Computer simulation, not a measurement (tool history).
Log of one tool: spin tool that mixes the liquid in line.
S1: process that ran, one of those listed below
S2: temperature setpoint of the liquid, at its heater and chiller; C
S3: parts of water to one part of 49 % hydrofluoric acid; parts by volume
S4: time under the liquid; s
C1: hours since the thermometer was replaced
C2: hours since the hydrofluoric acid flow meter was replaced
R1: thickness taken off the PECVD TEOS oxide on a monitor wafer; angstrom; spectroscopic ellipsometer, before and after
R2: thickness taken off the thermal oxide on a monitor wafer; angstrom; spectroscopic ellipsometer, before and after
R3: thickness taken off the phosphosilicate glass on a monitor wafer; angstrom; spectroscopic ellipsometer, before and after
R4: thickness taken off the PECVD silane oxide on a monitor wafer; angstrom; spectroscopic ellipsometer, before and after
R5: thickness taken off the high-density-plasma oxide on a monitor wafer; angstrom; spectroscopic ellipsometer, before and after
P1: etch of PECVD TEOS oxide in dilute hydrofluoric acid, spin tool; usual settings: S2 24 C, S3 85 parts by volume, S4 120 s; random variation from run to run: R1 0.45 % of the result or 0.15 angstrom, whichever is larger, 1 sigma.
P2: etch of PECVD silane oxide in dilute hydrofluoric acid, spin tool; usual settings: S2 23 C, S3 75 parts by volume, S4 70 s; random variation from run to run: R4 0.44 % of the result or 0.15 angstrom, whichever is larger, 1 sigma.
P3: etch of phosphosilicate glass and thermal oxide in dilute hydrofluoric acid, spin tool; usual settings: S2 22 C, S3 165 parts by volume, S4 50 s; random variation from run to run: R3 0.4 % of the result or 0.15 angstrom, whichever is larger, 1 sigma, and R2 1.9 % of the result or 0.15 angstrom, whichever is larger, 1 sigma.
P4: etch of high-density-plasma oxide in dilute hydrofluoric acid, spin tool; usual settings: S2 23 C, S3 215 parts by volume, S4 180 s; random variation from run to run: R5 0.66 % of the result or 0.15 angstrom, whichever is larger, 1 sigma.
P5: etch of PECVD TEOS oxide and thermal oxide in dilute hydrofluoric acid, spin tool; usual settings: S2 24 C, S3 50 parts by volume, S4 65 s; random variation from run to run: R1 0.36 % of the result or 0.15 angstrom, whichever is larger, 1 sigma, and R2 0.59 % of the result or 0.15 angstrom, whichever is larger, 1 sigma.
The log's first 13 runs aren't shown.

Run 14, hour 115.3: S1 P1, S2 29.5 C, S3 85 parts by volume, S4 120 s; C1 501.4; C2 1098.4. Result: R1 393.93 angstrom.
Run 15, hour 125.4: S1 P1, S2 24 C, S3 85 parts by volume, S4 120 s; C1 511.5; C2 1108.5. Result: R1 318.09 angstrom.
Run 16, hour 131.6: S1 P1, S2 24 C, S3 130 parts by volume, S4 120 s; C1 517.7; C2 1114.7. Result: R1 196.47 angstrom.
Run 17, hour 139.6: S1 P4, S2 23 C, S3 215 parts by volume, S4 180 s; C1 525.7; C2 1122.7. Result: R5 37.419 angstrom.
Run 18, hour 146: S1 P5, S2 24 C, S3 50 parts by volume, S4 65 s; C1 532.1; C2 1129.1. Result: R1 292.57 angstrom, R2 64.167 angstrom.
Run 19, hour 154.2: S1 P5, S2 24 C, S3 50 parts by volume, S4 65 s; C1 540.3; C2 1137.3. Result: R1 295.41 angstrom, R2 62.714 angstrom.
Run 20, hour 163.1: S1 P1, S2 18.5 C, S3 85 parts by volume, S4 120 s; C1 549.2; C2 1146.2. Result: R1 253.89 angstrom.
Run 21, hour 173.6: S1 P2, S2 23 C, S3 75 parts by volume, S4 70 s; C1 559.7; C2 1156.7. Result: R4 292.75 angstrom.
Run 22, hour 182.5: S1 P3, S2 22 C, S3 165 parts by volume, S4 50 s; C1 568.6; C2 1165.6. Result: R2 12.592 angstrom, R3 164.51 angstrom.
Run 23, hour 189.3: S1 P1, S2 24 C, S3 25 parts by volume, S4 120 s; C1 575.4; C2 1172.4. Result: R1 1170.8 angstrom.
Run 24, hour 199.8: S1 P4, S2 23 C, S3 345 parts by volume, S4 180 s; C1 585.9; C2 1182.9. Result: R5 20.459 angstrom.
Run 25, hour 204.9: S1 P1, S2 24 C, S3 85 parts by volume, S4 190 s; C1 591; C2 1188. Result: R1 502.99 angstrom.
Run 26, hour 212.7: S1 P3, S2 22 C, S3 65 parts by volume, S4 50 s; C1 598.8; C2 1195.8. Result: R2 35.137 angstrom, R3 472.04 angstrom.
Run 27, hour 218.3: S1 P3, S2 29.5 C, S3 165 parts by volume, S4 50 s; C1 604.4; C2 1201.4. Result: R2 17.14 angstrom, R3 218.06 angstrom.
Run 28, hour 225.1: S1 P1, S2 24 C, S3 150 parts by volume, S4 15 s; C1 611.2; C2 1208.2. Result: R1 20.74 angstrom.
Run 29, hour 234.2: S1 P4, S2 23 C, S3 215 parts by volume, S4 295 s; C1 620.3; C2 1217.3. Result: R5 60.716 angstrom.
Run 30, hour 240.3: S1 P1, S2 24 C, S3 85 parts by volume, S4 120 s; C1 626.4; C2 1223.4. Result: R1 316.51 angstrom.
Run 31, hour 247.5: S1 P1, S2 24 C, S3 85 parts by volume, S4 120 s; C1 633.6; C2 1230.6. Result: R1 316.7 angstrom.
Run 32, hour 258.7: S1 P1, S2 24 C, S3 85 parts by volume, S4 120 s; C1 644.8; C2 1241.8. Result: R1 314.67 angstrom.
Run 33, hour 270: S1 P1, S2 24 C, S3 85 parts by volume, S4 120 s; C1 656.1; C2 1253.1. Result: R1 316.53 angstrom.
Run 34, hour 275.7: S1 P1, S2 24 C, S3 85 parts by volume, S4 120 s; C1 661.8; C2 1258.8. Result: R1 310.19 angstrom.

Forecast run 35:
Run 35, hour 286: S1 P1, S2 24 C, S3 85 parts by volume, S4 120 s; C1 672.1; C2 1269.1. Result: R1 ?.

R1: 302.8 angstrom
